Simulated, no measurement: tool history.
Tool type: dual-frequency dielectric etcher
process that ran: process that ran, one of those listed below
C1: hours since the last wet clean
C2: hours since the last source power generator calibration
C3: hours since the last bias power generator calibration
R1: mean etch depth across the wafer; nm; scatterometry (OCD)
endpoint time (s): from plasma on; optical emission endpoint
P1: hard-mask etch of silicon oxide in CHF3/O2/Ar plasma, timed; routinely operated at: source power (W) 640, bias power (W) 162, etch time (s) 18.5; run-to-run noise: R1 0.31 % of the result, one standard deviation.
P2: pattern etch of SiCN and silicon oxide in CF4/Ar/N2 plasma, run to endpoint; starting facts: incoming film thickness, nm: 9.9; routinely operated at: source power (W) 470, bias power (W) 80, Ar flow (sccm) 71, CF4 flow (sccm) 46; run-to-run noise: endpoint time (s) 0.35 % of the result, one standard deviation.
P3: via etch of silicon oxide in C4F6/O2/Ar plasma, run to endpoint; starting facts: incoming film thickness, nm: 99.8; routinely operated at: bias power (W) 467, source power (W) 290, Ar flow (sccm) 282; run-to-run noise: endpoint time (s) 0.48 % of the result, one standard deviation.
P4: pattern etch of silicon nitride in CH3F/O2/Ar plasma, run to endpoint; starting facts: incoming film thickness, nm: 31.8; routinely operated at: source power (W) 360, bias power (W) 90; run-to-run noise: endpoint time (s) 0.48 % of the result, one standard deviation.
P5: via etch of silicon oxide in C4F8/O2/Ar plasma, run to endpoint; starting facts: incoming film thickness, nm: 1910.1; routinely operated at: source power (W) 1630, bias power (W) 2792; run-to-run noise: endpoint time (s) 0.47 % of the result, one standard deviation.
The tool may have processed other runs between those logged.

{"run": 1, "day": 0.467, "process that ran": "P1", "source power (W)": 640, "bias power (W)": 162, "etch time (s)": 18.5, "C1": 293.5, "C2": 1331.2, "C3": 883.1, "R1": 36.09}
{"run": 2, "day": 0.958, "process that ran": "P1", "source power (W)": 390, "bias power (W)": 162, "etch time (s)": 23.5, "C1": 305.3, "C2": 1343.0, "C3": 894.9, "R1": 38.095}
{"run": 3, "day": 1.521, "process that ran": "P1", "source power (W)": 860, "bias power (W)": 162, "etch time (s)": 18.5, "C1": 318.8, "C2": 1356.5, "C3": 908.4, "R1": 40.731}
{"run": 4, "day": 2.171, "process that ran": "P4", "source power (W)": 360, "bias power (W)": 90, "C1": 334.4, "C2": 1372.1, "C3": 924.0, "endpoint time (s)": 43.257}
{"run": 5, "day": 2.65, "process that ran": "P4", "source power (W)": 490, "bias power (W)": 90, "C1": 345.9, "C2": 1383.6, "C3": 935.5, "endpoint time (s)": 39.02}
{"run": 6, "day": 3.342, "process that ran": "P2", "source power (W)": 470, "bias power (W)": 80, "Ar flow (sccm)": 58, "CF4 flow (sccm)": 46, "C1": 362.5, "C2": 1400.2, "C3": 952.1, "endpoint time (s)": 10.581}
{"run": 7, "day": 3.675, "process that ran": "P1", "source power (W)": 640, "bias power (W)": 162, "etch time (s)": 26.0, "C1": 370.5, "C2": 1408.2, "C3": 960.1, "R1": 50.806}
{"run": 8, "day": 3.988, "process that ran": "P3", "source power (W)": 290, "bias power (W)": 467, "Ar flow (sccm)": 369, "C1": 378.0, "C2": 1415.7, "C3": 967.6, "endpoint time (s)": 25.163}
{"run": 9, "day": 4.579, "process that ran": "P2", "source power (W)": 470, "bias power (W)": 80, "Ar flow (sccm)": 71, "CF4 flow (sccm)": 29, "C1": 392.2, "C2": 1429.9, "C3": 981.8, "endpoint time (s)": 11.731}
{"run": 10, "day": 5.192, "process that ran": "P4", "source power (W)": 360, "bias power (W)": 90, "C1": 406.9, "C2": 1444.6, "C3": 996.5, "endpoint time (s)": 43.146}
{"run": 11, "day": 5.6, "process that ran": "P1", "source power (W)": 640, "bias power (W)": 162, "etch time (s)": 18.5, "C1": 416.7, "C2": 1454.4, "C3": 1006.3, "R1": 36.101}
{"run": 12, "day": 6.079, "process that ran": "P1", "source power (W)": 640, "bias power (W)": 162, "etch time (s)": 14.5, "C1": 428.2, "C2": 1465.9, "C3": 1017.8, "R1": 28.297}
{"run": 13, "day": 6.696, "process that ran": "P5", "source power (W)": 1630, "bias power (W)": 3936, "C1": 443.0, "C2": 1480.7, "C3": 1032.6, "endpoint time (s)": 329.68}
{"run": 14, "day": 7.246, "process that ran": "P2", "source power (W)": 470, "bias power (W)": 47, "Ar flow (sccm)": 71, "CF4 flow (sccm)": 46, "C1": 456.2, "C2": 1493.9, "C3": 1045.8, "endpoint time (s)": 13.066}
{"run": 15, "day": 7.546, "process that ran": "P1", "source power (W)": 640, "bias power (W)": 162, "etch time (s)": 18.5, "C1": 463.4, "C2": 1501.1, "C3": 1053.0, "R1": 36.236}
{"run": 16, "day": 8.1, "process that ran": "P4", "source power (W)": 360, "bias power (W)": 54, "C1": 476.7, "C2": 1514.4, "C3": 1066.3, "endpoint time (s)": 51.427}
{"run": 17, "day": 8.571, "process that ran": "P1", "source power (W)": 480, "bias power (W)": 162, "etch time (s)": 18.5, "C1": 488.0, "C2": 1525.7, "C3": 1077.6, "R1": 32.295}
{"run": 18, "day": 9.125, "process that ran": "P1", "source power (W)": 640, "bias power (W)": 124, "etch time (s)": 18.5, "C1": 501.3, "C2": 1539.0, "C3": 1090.9, "R1": 33.164}
{"run": 19, "day": 9.692, "process that ran": "P5", "source power (W)": 1630, "bias power (W)": 2792, "C1": 514.9, "C2": 1552.6, "C3": 1104.5, "endpoint time (s)": 370.57}
{"run": 20, "day": 10.008, "process that ran": "P1", "source power (W)": 640, "bias power (W)": 162, "etch time (s)": 18.5, "C1": 522.5, "C2": 1560.2, "C3": 1112.1, "R1": 36.232}
{"run": 21, "day": 10.421, "process that ran": "P2", "source power (W)": 650, "bias power (W)": 80, "Ar flow (sccm)": 71, "CF4 flow (sccm)": 46, "C1": 532.4, "C2": 1570.1, "C3": 1122.0, "endpoint time (s)": 8.2995}
{"run": 22, "day": 10.925, "process that ran": "P5", "source power (W)": 2160, "bias power (W)": 2792, "C1": 544.5, "C2": 1582.2, "C3": 1134.1, "endpoint time (s)": 334.24}
{"run": 23, "day": 11.288, "process that ran": "P5", "source power (W)": 1630, "bias power (W)": 2792, "C1": 553.2, "C2": 1590.9, "C3": 1142.8, "endpoint time (s)": 371.09}
{"run": 24, "day": 11.846, "process that ran": "P3", "source power (W)": 180, "bias power (W)": 467, "Ar flow (sccm)": 282, "C1": 566.6, "C2": 1604.3, "C3": 1156.2, "endpoint time (s)": 29.397}
{"run": 25, "day": 12.454, "process that ran": "P1", "source power (W)": 640, "bias power (W)": 162, "etch time (s)": 18.5, "C1": 581.2, "C2": 1618.9, "C3": 1170.8, "R1": 35.991}
{"run": 26, "day": 12.929, "process that ran": "P1", "source power (W)": 500, "bias power (W)": 119, "etch time (s)": 18.5, "C1": 592.6, "C2": 1630.3, "C3": 1182.2, "R1": 29.773}
{"run": 27, "day": 13.383, "process that ran": "P3", "source power (W)": 290, "bias power (W)": 629, "Ar flow (sccm)": 282, "C1": 603.5, "C2": 1641.2, "C3": 1193.1, "endpoint time (s)": 21.846}
{"run": 28, "day": 13.983, "process that ran": "P1", "source power (W)": 640, "bias power (W)": 225, "etch time (s)": 18.5, "C1": 617.9, "C2": 1655.6, "C3": 1207.5, "R1": 40.134}
{"day": 14.212, "done": "wet clean of the chamber"}
{"run": 29, "day": 14.333, "process that ran": "P2", "source power (W)": 470, "bias power (W)": 80, "Ar flow (sccm)": 71, "CF4 flow (sccm)": 46, "C1": 2.9, "C2": 1664.0, "C3": 1215.9, "endpoint time (s)": 10.937}
{"run": 30, "day": 14.654, "process that ran": "P3", "source power (W)": 290, "bias power (W)": 467, "Ar flow (sccm)": 282, "C1": 10.6, "C2": 1671.7, "C3": 1223.6, "endpoint time (s)": 24.355}
{"run": 31, "day": 15.25, "process that ran": "P1", "source power (W)": 640, "bias power (W)": 162, "etch time (s)": 18.5, "C1": 24.9, "C2": 1686.0, "C3": 1237.9, "R1": 36.266}
{"run": 32, "day": 15.883, "process that ran": "P1", "source power (W)": 640, "bias power (W)": 189, "etch time (s)": 10.0, "C1": 40.1, "C2": 1701.2, "C3": 1253.1, "R1": 20.527}
{"run": 33, "day": 16.362, "process that ran": "P1", "source power (W)": 640, "bias power (W)": 162, "etch time (s)": 18.5, "C1": 51.6, "C2": 1712.7, "C3": 1264.6, "R1": 36.059}
{"run": 34, "day": 16.779, "process that ran": "P1", "source power (W)": 640, "bias power (W)": 162, "etch time (s)": 18.5, "C1": 61.6, "C2": 1722.7, "C3": 1274.6, "R1": 36.222}
{"run": 35, "day": 17.35, "process that ran": "P1", "source power (W)": 640, "bias power (W)": 162, "etch time (s)": 18.5, "C1": 75.3, "C2": 1736.4, "C3": 1288.3, "R1": 36.248}
{"run": 36, "day": 17.883, "process that ran": "P1", "source power (W)": 640, "bias power (W)": 162, "etch time (s)": 18.5, "C1": 88.1, "C2": 1749.2, "C3": 1301.1, "R1": 36.599}
{"run": 37, "day": 18.467, "process that ran": "P1", "source power (W)": 640, "bias power (W)": 162, "etch time (s)": 18.5, "C1": 102.1, "C2": 1763.2, "C3": 1315.1, "R1": 36.648}
{"day": 18.679, "done": "wet clean of the chamber"}
{"run": 38, "day": 19.121, "process that ran": "P1", "source power (W)": 640, "bias power (W)": 162, "etch time (s)": 18.5, "C1": 10.7, "C2": 1778.9, "C3": 1330.8, "R1": 36.722}
{"run": 39, "day": 19.742, "process that ran": "P1", "source power (W)": 640, "bias power (W)": 162, "etch time (s)": 18.5, "C1": 25.6, "C2": 1793.8, "C3": 1345.7, "R1": 36.706}
{"run": 40, "day": 20.058, "process that ran": "P1", "source power (W)": 640, "bias power (W)": 162, "etch time (s)": 18.5, "C1": 33.2, "C2": 1801.4, "C3": 1353.3, "R1": 36.948}
{"run": 41, "day": 20.4, "process that ran": "P1", "source power (W)": 640, "bias power (W)": 162, "etch time (s)": 18.5, "C1": 41.4, "C2": 1809.6, "C3": 1361.5, "R1": 36.704}
{"run": 42, "day": 21.079, "process that ran": "P1", "source power (W)": 640, "bias power (W)": 162, "etch time (s)": 18.5, "C1": 57.7, "C2": 1825.9, "C3": 1377.8, "R1": 36.777}

The output of P1 has drifted from where it used to be. Each of the 2 causes below, taken at the size shown beside it, accounts for the log equally well:
A: source power that arrives over what is set, % = 4.12
B: bias power that arrives over what is set, % = 4.85
The process output started creeping at around day 16.362.
All other causes, with the reason each is excluded:
chamber walls in a state that raises the etch rate, %: its service at day 18.679 followed the start of the drift and did not put the process back to its old value

Which of the 4 check runs listed below, each an average over 2 wafers with its results shown as question marks, gives clearly different results under the different listed causes?
{"run": "check 1", "day": 21.758, "process that ran": "P4", "source power (W)": 480, "bias power (W)": 64, "endpoint time (s)": "?"}
{"run": "check 2", "day": 21.758, "process that ran": "P3", "source power (W)": 250, "bias power (W)": 467, "Ar flow (sccm)": 361, "endpoint time (s)": "?"}
{"run": "check 3", "day": 21.758, "process that ran": "P5", "source power (W)": 2080, "bias power (W)": 2792, "endpoint time (s)": "?"}
{"run": "check 4", "day": 21.758, "process that ran": "P2", "source power (W)": 470, "bias power (W)": 49, "Ar flow (sccm)": 59, "CF4 flow (sccm)": 46, "endpoint time (s)": "?"}

If the cause were each of the candidates in turn, the checks would give the following:
check=check_1 result=endpoint_time_(s) if_A=43.1710 if_B=43.1650
check=check_2 result=endpoint_time_(s) if_A=26.0930 if_B=26.0110
check=check_3 result=endpoint_time_(s) if_A=331.6200 if_B=332.0400
check=check_4 result=endpoint_time_(s) if_A=12.0200 if_B=12.2850
How far apart the two closest causes lie, in the result that separates them most: check 1 0.01 %; check 2 0.32 %; check 3 0.13 %; check 4 2.18 %
The other checks would show nearly matching results whichever cause is true, so check 4 is the only one that separates the causes.

Here is what check 4 returned: endpoint time (s) 12.2940. Which cause is it?

It was cause B: bias power that arrives over what is set, %.
